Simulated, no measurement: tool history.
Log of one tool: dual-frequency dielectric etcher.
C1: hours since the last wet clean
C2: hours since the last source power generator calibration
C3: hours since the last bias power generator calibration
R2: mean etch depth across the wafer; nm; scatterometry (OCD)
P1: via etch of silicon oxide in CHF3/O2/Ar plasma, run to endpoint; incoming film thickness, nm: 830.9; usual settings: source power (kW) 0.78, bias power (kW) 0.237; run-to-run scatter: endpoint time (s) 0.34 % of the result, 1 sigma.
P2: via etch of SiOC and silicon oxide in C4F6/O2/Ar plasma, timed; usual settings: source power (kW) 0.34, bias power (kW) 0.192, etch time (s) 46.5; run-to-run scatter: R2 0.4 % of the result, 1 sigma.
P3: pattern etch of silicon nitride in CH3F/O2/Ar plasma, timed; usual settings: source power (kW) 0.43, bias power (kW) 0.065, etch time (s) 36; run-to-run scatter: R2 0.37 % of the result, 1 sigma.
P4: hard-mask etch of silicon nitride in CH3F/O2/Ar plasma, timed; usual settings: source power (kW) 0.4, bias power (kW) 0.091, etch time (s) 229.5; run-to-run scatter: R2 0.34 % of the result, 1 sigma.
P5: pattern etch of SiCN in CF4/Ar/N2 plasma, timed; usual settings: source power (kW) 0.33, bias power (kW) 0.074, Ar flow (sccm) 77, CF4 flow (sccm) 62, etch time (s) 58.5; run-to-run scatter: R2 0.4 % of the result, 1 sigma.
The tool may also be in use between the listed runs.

run 1 hour=13 | process_that_ran=P1 source_power_(kW)=0.78 bias_power_(kW)=0.237 | C1=185.3 C2=227.9 C3=438.2 | endpoint_time_(s)=338.25
run 2 hour=23.7 | process_that_ran=P2 source_power_(kW)=0.34 bias_power_(kW)=0.241 etch_time_(s)=46.5 | C1=196 C2=238.6 C3=448.9 | R2=54.168
run 3 hour=35.9 | process_that_ran=P5 source_power_(kW)=0.33 bias_power_(kW)=0.074 etch_time_(s)=58.5 Ar_flow_(sccm)=93 CF4_flow_(sccm)=62 | C1=208.2 C2=250.8 C3=461.1 | R2=37.923
run 4 hour=47.5 | process_that_ran=P1 source_power_(kW)=0.78 bias_power_(kW)=0.237 | C1=219.8 C2=262.4 C3=472.7 | endpoint_time_(s)=337.84
run 5 hour=61 | process_that_ran=P3 source_power_(kW)=0.6 bias_power_(kW)=0.065 etch_time_(s)=36 | C1=233.3 C2=275.9 C3=486.2 | R2=28.4
run 6 hour=71.7 | process_that_ran=P3 source_power_(kW)=0.43 bias_power_(kW)=0.065 etch_time_(s)=36 | C1=244 C2=286.6 C3=496.9 | R2=24.956
run 7 hour=88.6 | process_that_ran=P5 source_power_(kW)=0.33 bias_power_(kW)=0.074 etch_time_(s)=58.5 Ar_flow_(sccm)=77 CF4_flow_(sccm)=62 | C1=260.9 C2=303.5 C3=513.8 | R2=38.973
run 8 hour=102.9 | process_that_ran=P2 source_power_(kW)=0.34 bias_power_(kW)=0.192 etch_time_(s)=46.5 | C1=275.2 C2=317.8 C3=528.1 | R2=50.026
run 9 hour=117.4 | process_that_ran=P2 source_power_(kW)=0.34 bias_power_(kW)=0.192 etch_time_(s)=46.5 | C1=289.7 C2=332.3 C3=542.6 | R2=49.91
run 10 hour=126 | process_that_ran=P5 source_power_(kW)=0.33 bias_power_(kW)=0.103 etch_time_(s)=58.5 Ar_flow_(sccm)=77 CF4_flow_(sccm)=62 | C1=298.3 C2=340.9 C3=551.2 | R2=44.023
run 11 hour=144 | process_that_ran=P5 source_power_(kW)=0.33 bias_power_(kW)=0.074 etch_time_(s)=41.5 Ar_flow_(sccm)=77 CF4_flow_(sccm)=62 | C1=316.3 C2=358.9 C3=569.2 | R2=27.659
run 12 hour=153 | process_that_ran=P4 source_power_(kW)=0.4 bias_power_(kW)=0.091 etch_time_(s)=312 | C1=325.3 C2=367.9 C3=578.2 | R2=240.31
run 13 hour=168.3 | process_that_ran=P1 source_power_(kW)=0.78 bias_power_(kW)=0.237 | C1=340.6 C2=383.2 C3=593.5 | endpoint_time_(s)=335.53
run 14 hour=178.9 | process_that_ran=P5 source_power_(kW)=0.27 bias_power_(kW)=0.074 etch_time_(s)=58.5 Ar_flow_(sccm)=77 CF4_flow_(sccm)=62 | C1=351.2 C2=393.8 C3=604.1 | R2=32.689
run 15 hour=189.1 | process_that_ran=P3 source_power_(kW)=0.43 bias_power_(kW)=0.065 etch_time_(s)=53 | C1=361.4 C2=404 C3=614.3 | R2=37.031
run 16 hour=205.7 | process_that_ran=P1 source_power_(kW)=0.78 bias_power_(kW)=0.289 | C1=378 C2=420.6 C3=630.9 | endpoint_time_(s)=314.89
run 17 hour=216.8 | process_that_ran=P5 source_power_(kW)=0.33 bias_power_(kW)=0.074 etch_time_(s)=58.5 Ar_flow_(sccm)=77 CF4_flow_(sccm)=84 | C1=389.1 C2=431.7 C3=642 | R2=40.618
run 18 hour=228.8 | process_that_ran=P1 source_power_(kW)=0.78 bias_power_(kW)=0.143 | C1=401.1 C2=443.7 C3=654 | endpoint_time_(s)=398.53
run 19 hour=239.1 | process_that_ran=P1 source_power_(kW)=0.78 bias_power_(kW)=0.237 | C1=411.4 C2=454 C3=664.3 | endpoint_time_(s)=336.07
run 20 hour=249.2 | process_that_ran=P1 source_power_(kW)=0.56 bias_power_(kW)=0.237 | C1=421.5 C2=464.1 C3=674.4 | endpoint_time_(s)=382.17
run 21 hour=257.2 | process_that_ran=P2 source_power_(kW)=0.43 bias_power_(kW)=0.192 etch_time_(s)=46.5 | C1=429.5 C2=472.1 C3=682.4 | R2=55.07
run 22 hour=265.8 | process_that_ran=P1 source_power_(kW)=0.78 bias_power_(kW)=0.237 | C1=438.1 C2=480.7 C3=691 | endpoint_time_(s)=334.82
run 23 hour=275.1 | process_that_ran=P2 source_power_(kW)=0.34 bias_power_(kW)=0.192 etch_time_(s)=64.5 | C1=447.4 C2=490 C3=700.3 | R2=69.415
run 24 hour=283.2 | process_that_ran=P1 source_power_(kW)=0.78 bias_power_(kW)=0.237 | C1=455.5 C2=498.1 C3=708.4 | endpoint_time_(s)=337.96
run 25 hour=296.9 | process_that_ran=P5 source_power_(kW)=0.33 bias_power_(kW)=0.074 etch_time_(s)=58.5 Ar_flow_(sccm)=77 CF4_flow_(sccm)=62 | C1=469.2 C2=511.8 C3=722.1 | R2=38.929
run 26 hour=312 | process_that_ran=P4 source_power_(kW)=0.48 bias_power_(kW)=0.091 etch_time_(s)=229.5 | C1=484.3 C2=526.9 C3=737.2 | R2=190.12
run 27 hour=323.7 | process_that_ran=P4 source_power_(kW)=0.4 bias_power_(kW)=0.091 etch_time_(s)=229.5 | C1=496 C2=538.6 C3=748.9 | R2=176.67
run 28 hour=336 | process_that_ran=P4 source_power_(kW)=0.4 bias_power_(kW)=0.055 etch_time_(s)=229.5 | C1=508.3 C2=550.9 C3=761.2 | R2=148.66
run 29 hour=348 | process_that_ran=P1 source_power_(kW)=0.98 bias_power_(kW)=0.237 | C1=520.3 C2=562.9 C3=773.2 | endpoint_time_(s)=310.46
run 30 hour=361.1 | process_that_ran=P1 source_power_(kW)=0.96 bias_power_(kW)=0.313 | C1=533.4 C2=576 C3=786.3 | endpoint_time_(s)=280.76
run 31 hour=371.1 | process_that_ran=P3 source_power_(kW)=0.43 bias_power_(kW)=0.077 etch_time_(s)=36 | C1=543.4 C2=586 C3=796.3 | R2=26.53
run 32 hour=388.8 | process_that_ran=P1 source_power_(kW)=0.78 bias_power_(kW)=0.237 | C1=561.1 C2=603.7 C3=814 | endpoint_time_(s)=338.37
run 33 hour=404 | process_that_ran=P1 source_power_(kW)=0.78 bias_power_(kW)=0.237 | C1=576.3 C2=618.9 C3=829.2 | endpoint_time_(s)=335.24
run 34 hour=417.7 | process_that_ran=P1 source_power_(kW)=0.78 bias_power_(kW)=0.237 | C1=590 C2=632.6 C3=842.9 | endpoint_time_(s)=332.52
run 35 hour=435.8 | process_that_ran=P1 source_power_(kW)=0.78 bias_power_(kW)=0.237 | C1=608.1 C2=650.7 C3=861 | endpoint_time_(s)=332.63
run 36 hour=449.7 | process_that_ran=P1 source_power_(kW)=0.78 bias_power_(kW)=0.237 | C1=622 C2=664.6 C3=874.9 | endpoint_time_(s)=331.91
run 37 hour=463.7 | process_that_ran=P1 source_power_(kW)=0.78 bias_power_(kW)=0.237 | C1=636 C2=678.6 C3=888.9 | endpoint_time_(s)=331.06
-- hour=471.5 wet clean of the chamber
run 38 hour=478.2 | process_that_ran=P1 source_power_(kW)=0.78 bias_power_(kW)=0.237 | C1=6.7 C2=693.1 C3=903.4 | endpoint_time_(s)=330.84
run 39 hour=487.7 | process_that_ran=P1 source_power_(kW)=0.78 bias_power_(kW)=0.237 | C1=16.2 C2=702.6 C3=912.9 | endpoint_time_(s)=331.48
run 40 hour=501.1 | process_that_ran=P1 source_power_(kW)=0.78 bias_power_(kW)=0.237 | C1=29.6 C2=716 C3=926.3 | endpoint_time_(s)=332.99

What P1 gives has crept away from where it was. These 2 causes fit the log equally well, each at the size given:
A: bias power that arrives over what is set, % = 4.99
B: source power that arrives over what is set, % = 4.6
The creep began at about hour 388.8.
Why every other cause is out:
chamber walls in a state that raises the etch rate, %: serviced at hour 471.5, which brought nothing back

4 check runs are offered, each on 2 wafers whose results are averaged, their results left as question marks. Which one tells the causes apart?
run check 1 hour=514.5 | process_that_ran=P5 source_power_(kW)=0.33 bias_power_(kW)=0.074 etch_time_(s)=58.5 Ar_flow_(sccm)=77 CF4_flow_(sccm)=62 | R2=?
run check 2 hour=514.5 | process_that_ran=P2 source_power_(kW)=0.34 bias_power_(kW)=0.192 etch_time_(s)=46.5 | R2=?
run check 3 hour=514.5 | process_that_ran=P3 source_power_(kW)=0.43 bias_power_(kW)=0.065 etch_time_(s)=36 | R2=?
run check 4 hour=514.5 | process_that_ran=P4 source_power_(kW)=0.4 bias_power_(kW)=0.091 etch_time_(s)=229.5 | R2=?

What each check would give under each cause:
check=check_1 result=R2 if_A=39.719 if_B=40.618
check=check_2 result=R2 if_A=50.948 if_B=51.007
check=check_3 result=R2 if_A=25.432 if_B=25.456
check=check_4 result=R2 if_A=180.29 if_B=180.14
How far apart the two closest causes lie, in the result that separates them most: check 1 2.24 %; check 2 0.12 %; check 3 0.09 %; check 4 0.08 %
Check 1 tells the causes apart: in the others they would give nearly the same result.

Then check 1 was run and gave: R2 40.533 nm. Which cause is it?

It is B: source power that arrives over what is set, %.
